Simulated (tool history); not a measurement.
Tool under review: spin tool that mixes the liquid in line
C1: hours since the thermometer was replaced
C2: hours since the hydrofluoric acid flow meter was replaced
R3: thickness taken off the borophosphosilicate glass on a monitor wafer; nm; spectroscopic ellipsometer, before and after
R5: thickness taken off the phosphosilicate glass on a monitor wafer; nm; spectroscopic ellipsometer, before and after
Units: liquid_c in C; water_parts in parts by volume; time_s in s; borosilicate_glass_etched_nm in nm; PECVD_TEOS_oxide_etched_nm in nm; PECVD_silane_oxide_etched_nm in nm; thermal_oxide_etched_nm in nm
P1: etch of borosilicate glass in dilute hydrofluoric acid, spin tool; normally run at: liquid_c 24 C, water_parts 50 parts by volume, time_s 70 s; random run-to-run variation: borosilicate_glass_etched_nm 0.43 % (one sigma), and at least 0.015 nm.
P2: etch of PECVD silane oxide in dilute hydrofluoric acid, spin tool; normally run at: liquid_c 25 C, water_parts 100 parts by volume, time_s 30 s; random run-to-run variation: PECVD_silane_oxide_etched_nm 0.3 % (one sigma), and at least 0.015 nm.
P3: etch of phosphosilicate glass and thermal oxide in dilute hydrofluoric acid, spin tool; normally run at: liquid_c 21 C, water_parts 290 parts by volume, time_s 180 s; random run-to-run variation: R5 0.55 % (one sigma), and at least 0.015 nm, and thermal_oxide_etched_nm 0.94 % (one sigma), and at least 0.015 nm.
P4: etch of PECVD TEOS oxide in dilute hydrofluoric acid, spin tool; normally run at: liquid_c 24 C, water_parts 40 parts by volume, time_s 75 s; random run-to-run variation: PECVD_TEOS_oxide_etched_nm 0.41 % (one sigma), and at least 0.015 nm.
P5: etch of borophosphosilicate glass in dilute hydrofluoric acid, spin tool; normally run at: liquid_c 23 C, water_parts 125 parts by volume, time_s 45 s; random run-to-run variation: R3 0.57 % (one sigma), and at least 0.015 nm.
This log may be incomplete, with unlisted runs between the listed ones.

{"run": 1, "hour": 8.9, "process": "P1", "liquid_c": 24, "water_parts": 50, "time_s": 70, "C1": 419.7, "C2": 953.7, "borosilicate_glass_etched_nm": 25.302}
{"run": 2, "hour": 21.9, "process": "P4", "liquid_c": 24, "water_parts": 40, "time_s": 145, "C1": 432.7, "C2": 966.7, "PECVD_TEOS_oxide_etched_nm": 60.208}
{"run": 3, "hour": 32.1, "process": "P5", "liquid_c": 23, "water_parts": 125, "time_s": 75, "C1": 442.9, "C2": 976.9, "R3": 28.061}
{"run": 4, "hour": 44.1, "process": "P4", "liquid_c": 24, "water_parts": 70, "time_s": 75, "C1": 454.9, "C2": 988.9, "PECVD_TEOS_oxide_etched_nm": 17.156}
{"run": 5, "hour": 51.3, "process": "P4", "liquid_c": 24, "water_parts": 40, "time_s": 75, "C1": 462.1, "C2": 996.1, "PECVD_TEOS_oxide_etched_nm": 31.372}
{"run": 6, "hour": 60.5, "process": "P4", "liquid_c": 17, "water_parts": 40, "time_s": 75, "C1": 471.3, "C2": 1005.3, "PECVD_TEOS_oxide_etched_nm": 23.348}
{"run": 7, "hour": 72.3, "process": "P1", "liquid_c": 17, "water_parts": 85, "time_s": 70, "C1": 483.1, "C2": 1017.1, "borosilicate_glass_etched_nm": 10.558}
{"run": 8, "hour": 82.9, "process": "P2", "liquid_c": 25, "water_parts": 100, "time_s": 15, "C1": 493.7, "C2": 1027.7, "PECVD_silane_oxide_etched_nm": 4.4825}
{"run": 9, "hour": 93.2, "process": "P1", "liquid_c": 24, "water_parts": 50, "time_s": 70, "C1": 504, "C2": 1038, "borosilicate_glass_etched_nm": 25.407}
{"run": 10, "hour": 103.1, "process": "P5", "liquid_c": 23, "water_parts": 30, "time_s": 45, "C1": 513.9, "C2": 1047.9, "R3": 79.254}
{"run": 11, "hour": 112.8, "process": "P1", "liquid_c": 28.5, "water_parts": 30, "time_s": 70, "C1": 523.6, "C2": 1057.6, "borosilicate_glass_etched_nm": 51.753}
{"run": 12, "hour": 123.7, "process": "P5", "liquid_c": 31.5, "water_parts": 125, "time_s": 45, "C1": 534.5, "C2": 1068.5, "R3": 23.309}
{"run": 13, "hour": 136.3, "process": "P1", "liquid_c": 24, "water_parts": 50, "time_s": 70, "C1": 547.1, "C2": 1081.1, "borosilicate_glass_etched_nm": 25.108}
{"run": 14, "hour": 144.7, "process": "P1", "liquid_c": 24, "water_parts": 50, "time_s": 70, "C1": 555.5, "C2": 1089.5, "borosilicate_glass_etched_nm": 24.963}
{"run": 15, "hour": 153.3, "process": "P1", "liquid_c": 31.5, "water_parts": 50, "time_s": 70, "C1": 564.1, "C2": 1098.1, "borosilicate_glass_etched_nm": 34.065}
{"run": 16, "hour": 163.2, "process": "P2", "liquid_c": 25, "water_parts": 100, "time_s": 30, "C1": 574, "C2": 1108, "PECVD_silane_oxide_etched_nm": 8.9827}
{"run": 17, "hour": 173.9, "process": "P5", "liquid_c": 23, "water_parts": 125, "time_s": 45, "C1": 584.7, "C2": 1118.7, "R3": 16.931}
{"run": 18, "hour": 186.8, "process": "P3", "liquid_c": 21, "water_parts": 290, "time_s": 180, "C1": 597.6, "C2": 1131.6, "R5": 27.314, "thermal_oxide_etched_nm": 2.2002}
{"run": 19, "hour": 196.6, "process": "P1", "liquid_c": 24, "water_parts": 85, "time_s": 70, "C1": 607.4, "C2": 1141.4, "borosilicate_glass_etched_nm": 14.085}
{"run": 20, "hour": 204.7, "process": "P3", "liquid_c": 21, "water_parts": 105, "time_s": 180, "C1": 615.5, "C2": 1149.5, "R5": 90.859, "thermal_oxide_etched_nm": 7.4171}
{"run": 21, "hour": 219.1, "process": "P1", "liquid_c": 24, "water_parts": 50, "time_s": 20, "C1": 629.9, "C2": 1163.9, "borosilicate_glass_etched_nm": 7.1502}
{"run": 22, "hour": 228.2, "process": "P1", "liquid_c": 24, "water_parts": 20, "time_s": 70, "C1": 639, "C2": 1173, "borosilicate_glass_etched_nm": 65.238}
{"run": 23, "hour": 243.3, "process": "P4", "liquid_c": 24, "water_parts": 40, "time_s": 75, "C1": 654.1, "C2": 1188.1, "PECVD_TEOS_oxide_etched_nm": 31.47}
{"run": 24, "hour": 257.4, "process": "P1", "liquid_c": 30, "water_parts": 85, "time_s": 70, "C1": 668.2, "C2": 1202.2, "borosilicate_glass_etched_nm": 17.731}
{"run": 25, "hour": 266.2, "process": "P1", "liquid_c": 24, "water_parts": 50, "time_s": 70, "C1": 677, "C2": 1211, "borosilicate_glass_etched_nm": 25.231}
{"run": 26, "hour": 278.4, "process": "P1", "liquid_c": 24, "water_parts": 50, "time_s": 70, "C1": 689.2, "C2": 1223.2, "borosilicate_glass_etched_nm": 25.068}

What will run 27 give?
{"run": 27, "hour": 288.7, "process": "P3", "liquid_c": 21, "water_parts": 290, "time_s": 285, "C1": 699.5, "C2": 1233.5, "R5": "?", "thermal_oxide_etched_nm": "?"}

{"run 27": {"R5": 43.082, "thermal_oxide_etched_nm": 3.5038}}
